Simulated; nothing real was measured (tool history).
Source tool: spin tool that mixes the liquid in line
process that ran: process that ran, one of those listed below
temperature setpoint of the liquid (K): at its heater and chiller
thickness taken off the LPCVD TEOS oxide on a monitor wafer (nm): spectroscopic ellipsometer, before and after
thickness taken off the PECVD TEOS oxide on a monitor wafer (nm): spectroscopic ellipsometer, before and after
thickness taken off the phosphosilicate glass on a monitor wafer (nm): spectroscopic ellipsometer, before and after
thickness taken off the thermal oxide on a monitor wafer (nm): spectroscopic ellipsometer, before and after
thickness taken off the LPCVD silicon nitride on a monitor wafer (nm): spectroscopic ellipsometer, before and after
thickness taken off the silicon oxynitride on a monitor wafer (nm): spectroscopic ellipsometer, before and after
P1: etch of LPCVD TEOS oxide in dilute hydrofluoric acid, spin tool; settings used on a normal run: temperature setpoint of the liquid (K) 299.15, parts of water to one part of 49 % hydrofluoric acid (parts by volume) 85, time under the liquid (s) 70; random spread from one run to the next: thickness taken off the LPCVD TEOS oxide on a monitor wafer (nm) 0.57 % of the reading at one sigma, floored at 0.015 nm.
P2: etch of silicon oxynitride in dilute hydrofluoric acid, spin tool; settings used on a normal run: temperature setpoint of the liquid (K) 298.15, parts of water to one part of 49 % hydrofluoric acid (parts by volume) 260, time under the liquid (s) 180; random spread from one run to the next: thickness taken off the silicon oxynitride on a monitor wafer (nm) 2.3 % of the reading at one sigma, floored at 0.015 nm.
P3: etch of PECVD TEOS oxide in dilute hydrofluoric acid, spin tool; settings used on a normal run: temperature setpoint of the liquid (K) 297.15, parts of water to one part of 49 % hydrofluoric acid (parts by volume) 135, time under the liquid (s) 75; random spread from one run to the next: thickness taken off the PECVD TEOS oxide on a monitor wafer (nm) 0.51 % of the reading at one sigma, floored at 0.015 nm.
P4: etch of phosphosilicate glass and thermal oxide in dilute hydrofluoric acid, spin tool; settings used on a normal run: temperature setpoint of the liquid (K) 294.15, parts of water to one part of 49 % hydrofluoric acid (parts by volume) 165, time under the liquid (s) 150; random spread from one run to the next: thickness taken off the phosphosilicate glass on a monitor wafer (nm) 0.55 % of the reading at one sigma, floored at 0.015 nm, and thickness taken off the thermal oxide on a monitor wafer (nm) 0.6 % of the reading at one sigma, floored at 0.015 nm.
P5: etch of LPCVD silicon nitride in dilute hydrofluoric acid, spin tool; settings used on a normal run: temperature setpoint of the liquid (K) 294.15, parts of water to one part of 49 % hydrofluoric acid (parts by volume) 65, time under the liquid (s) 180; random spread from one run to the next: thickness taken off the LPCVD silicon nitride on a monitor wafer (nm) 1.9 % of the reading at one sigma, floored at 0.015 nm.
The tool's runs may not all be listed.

| run | day | process that ran | temperature setpoint of the liquid (K) | parts of water to one part of 49 % hydrofluoric acid (parts by volume) | time under the liquid (s) | hours since the thermometer was replaced | hours since the hydrofluoric acid flow meter was replaced | thickness taken off the LPCVD TEOS oxide on a monitor wafer (nm) | thickness taken off the PECVD TEOS oxide on a monitor wafer (nm) | thickness taken off the phosphosilicate glass on a monitor wafer (nm) | thickness taken off the thermal oxide on a monitor wafer (nm) | thickness taken off the LPCVD silicon nitride on a monitor wafer (nm) | thickness taken off the silicon oxynitride on a monitor wafer (nm) |
|---|---|---|---|---|---|---|---|---|---|---|---|---|---|
| 1 | 0.629 | P1 | 299.15 | 85 | 70 | 331.1 | 362.1 | 50.135 |  |  |  |  |  |
| 2 | 1.383 | P1 | 299.15 | 85 | 70 | 349.2 | 380.2 | 49.611 |  |  |  |  |  |
| 3 | 1.762 | P3 | 297.15 | 135 | 140 | 358.3 | 389.3 |  | 14.234 |  |  |  |  |
| 4 | 2.392 | P4 | 294.15 | 165 | 15 | 373.4 | 404.4 |  |  | 5.2976 | 0.34913 |  |  |
| 5 | 2.942 | P5 | 294.15 | 65 | 290 | 386.6 | 417.6 |  |  |  |  | 1.7625 |  |
| 6 | 3.442 | P5 | 294.15 | 25 | 180 | 398.6 | 429.6 |  |  |  |  | 2.7855 |  |
| 7 | 4.029 | P5 | 294.15 | 65 | 180 | 412.7 | 443.7 |  |  |  |  | 1.1206 |  |
| 8 | 4.467 | P1 | 299.15 | 85 | 70 | 423.2 | 454.2 | 50.082 |  |  |  |  |  |
| 9 | 4.946 | P1 | 299.15 | 125 | 70 | 434.7 | 465.7 | 32.057 |  |  |  |  |  |
| 10 | 5.571 | P5 | 294.15 | 65 | 180 | 449.7 | 480.7 |  |  |  |  | 1.1396 |  |
| 11 | 5.946 | P3 | 297.15 | 75 | 75 | 458.7 | 489.7 |  | 14.745 |  |  |  |  |
| 12 | 6.617 | P1 | 299.15 | 85 | 70 | 474.8 | 505.8 | 49.527 |  |  |  |  |  |
| 13 | 7.033 | P3 | 293.15 | 135 | 75 | 484.8 | 515.8 |  | 6.467 |  |  |  |  |
| 14 | 7.538 | P2 | 298.15 | 260 | 180 | 496.9 | 527.9 |  |  |  |  |  | 0.91918 |
| 15 | 8.262 | P1 | 303.15 | 85 | 70 | 514.3 | 545.3 | 58.519 |  |  |  |  |  |
| 16 | 8.871 | P1 | 299.15 | 115 | 25 | 528.9 | 559.9 | 12.693 |  |  |  |  |  |
| 17 | 9.588 | P1 | 299.15 | 85 | 70 | 546.1 | 577.1 | 49.288 |  |  |  |  |  |
| 18 | 10.025 | P1 | 299.15 | 85 | 20 | 556.6 | 587.6 | 14.228 |  |  |  |  |  |
| 19 | 10.608 | P2 | 298.15 | 260 | 180 | 570.6 | 601.6 |  |  |  |  |  | 0.94215 |
| 20 | 11.067 | P1 | 299.15 | 85 | 120 | 581.6 | 612.6 | 85.12 |  |  |  |  |  |
| 21 | 11.517 | P2 | 305.65 | 260 | 180 | 592.4 | 623.4 |  |  |  |  |  | 1.2849 |
| 22 | 12.1 | P4 | 301.65 | 165 | 150 | 606.4 | 637.4 |  |  | 69.959 | 4.8346 |  |  |
| 23 | 12.846 | P1 | 294.65 | 85 | 70 | 624.3 | 655.3 | 41.527 |  |  |  |  |  |
| 24 | 13.192 | P4 | 294.15 | 165 | 150 | 632.6 | 663.6 |  |  | 52.619 | 3.6331 |  |  |
| 25 | 13.725 | P1 | 299.15 | 25 | 70 | 645.4 | 676.4 | 182.04 |  |  |  |  |  |
| 26 | 14.467 | P4 | 294.15 | 165 | 150 | 663.2 | 694.2 |  |  | 52.213 | 3.5827 |  |  |
| 27 | 14.879 | P2 | 298.15 | 385 | 180 | 673.1 | 704.1 |  |  |  |  |  | 0.58819 |
| 28 | 15.371 | P2 | 298.15 | 260 | 300 | 684.9 | 715.9 |  |  |  |  |  | 1.5273 |
| 29 | 15.746 | P4 | 294.15 | 80 | 150 | 693.9 | 724.9 |  |  | 119.31 | 8.1355 |  |  |
| 30 | 16.358 | P5 | 301.65 | 65 | 180 | 708.6 | 739.6 |  |  |  |  | 1.7948 |  |
| 31 | 16.938 | P1 | 299.15 | 85 | 70 | 722.5 | 753.5 | 49.333 |  |  |  |  |  |
| 32 | 17.679 | P3 | 297.15 | 135 | 75 | 740.3 | 771.3 |  | 7.5875 |  |  |  |  |
| 33 | 18.225 | P1 | 299.15 | 85 | 70 | 753.4 | 784.4 | 49.537 |  |  |  |  |  |
| 34 | 18.792 | P1 | 299.15 | 85 | 70 | 767 | 798 | 48.241 |  |  |  |  |  |
| 35 | 19.504 | P1 | 299.15 | 85 | 70 | 784.1 | 815.1 | 47.033 |  |  |  |  |  |
| 36 | 20.021 | P1 | 299.15 | 85 | 70 | 796.5 | 827.5 | 46.934 |  |  |  |  |  |
| 37 | 20.367 | P1 | 299.15 | 85 | 70 | 804.8 | 835.8 | 46.455 |  |  |  |  |  |
| 38 | 20.7 | P1 | 299.15 | 85 | 70 | 812.8 | 843.8 | 46.32 |  |  |  |  |  |
| 39 | 21.388 | P1 | 299.15 | 85 | 70 | 829.3 | 860.3 | 45.91 |  |  |  |  |  |
| 40 | 21.917 | P1 | 299.15 | 85 | 70 | 842 | 873 | 45.746 |  |  |  |  |  |
| 41 | 22.596 | P1 | 299.15 | 85 | 70 | 858.3 | 889.3 | 45.683 |  |  |  |  |  |
| 42 | 23.188 | P1 | 299.15 | 85 | 70 | 872.5 | 903.5 | 46.197 |  |  |  |  |  |
| 43 | 23.629 | P1 | 299.15 | 85 | 70 | 883.1 | 914.1 | 45.303 |  |  |  |  |  |
| 44 | 24.017 | P1 | 299.15 | 85 | 70 | 892.4 | 923.4 | 45.495 |  |  |  |  |  |

What P1 gives has crept off from where it sat before. The 2 causes that follow fit the log equally well, each at the size noted:
A: hydrofluoric acid flow below the setpoint (%) = 7.59
B: liquid colder than its thermometer reads (K) = 2.22
The gradual shift began around day 18.225.

Each of the check runs listed below is run on 5 wafers and reports their average, with the results left as question marks. Pick the one under which the possible causes would lead to clearly different results.
| check 1 | 24.404 | P5 | 294.15 | 65 | 180 |  |  |  |  |  |  | ? |  |
| check 2 | 24.404 | P3 | 297.15 | 135 | 75 |  |  |  | ? |  |  |  |  |
| check 3 | 24.404 | P2 | 298.15 | 260 | 180 |  |  |  |  |  |  |  | ? |
| check 4 | 24.404 | P4 | 294.15 | 165 | 150 |  |  |  |  | ? | ? |  |  |

If the cause were each of the candidates in turn, the checks would give the following:
| check | result | if A | if B |
|---|---|---|---|
| check 1 | thickness taken off the LPCVD silicon nitride on a monitor wafer (nm) | 1.0348 | 0.9588 |
| check 2 | thickness taken off the PECVD TEOS oxide on a monitor wafer (nm) | 6.9179 | 6.9531 |
| check 3 | thickness taken off the silicon oxynitride on a monitor wafer (nm) | 0.84431 | 0.84283 |
| check 4 | thickness taken off the phosphosilicate glass on a monitor wafer (nm) | 47.956 | 48.213 |
| check 4 | thickness taken off the thermal oxide on a monitor wafer (nm) | 3.2787 | 3.2963 |
Minimum pairwise separation of causes per check, each pair taken at its best-separating result: check 1 7.63 %; check 2 0.51 %; check 3 0.17 %; check 4 0.53 %
Check 1 tells the causes apart: in the others they would give nearly the same result.

Here is what check 1 returned: thickness taken off the LPCVD silicon nitride on a monitor wafer (nm) 1.0153. Which cause is it?

Of the candidate causes, it is A: hydrofluoric acid flow below the setpoint (%).
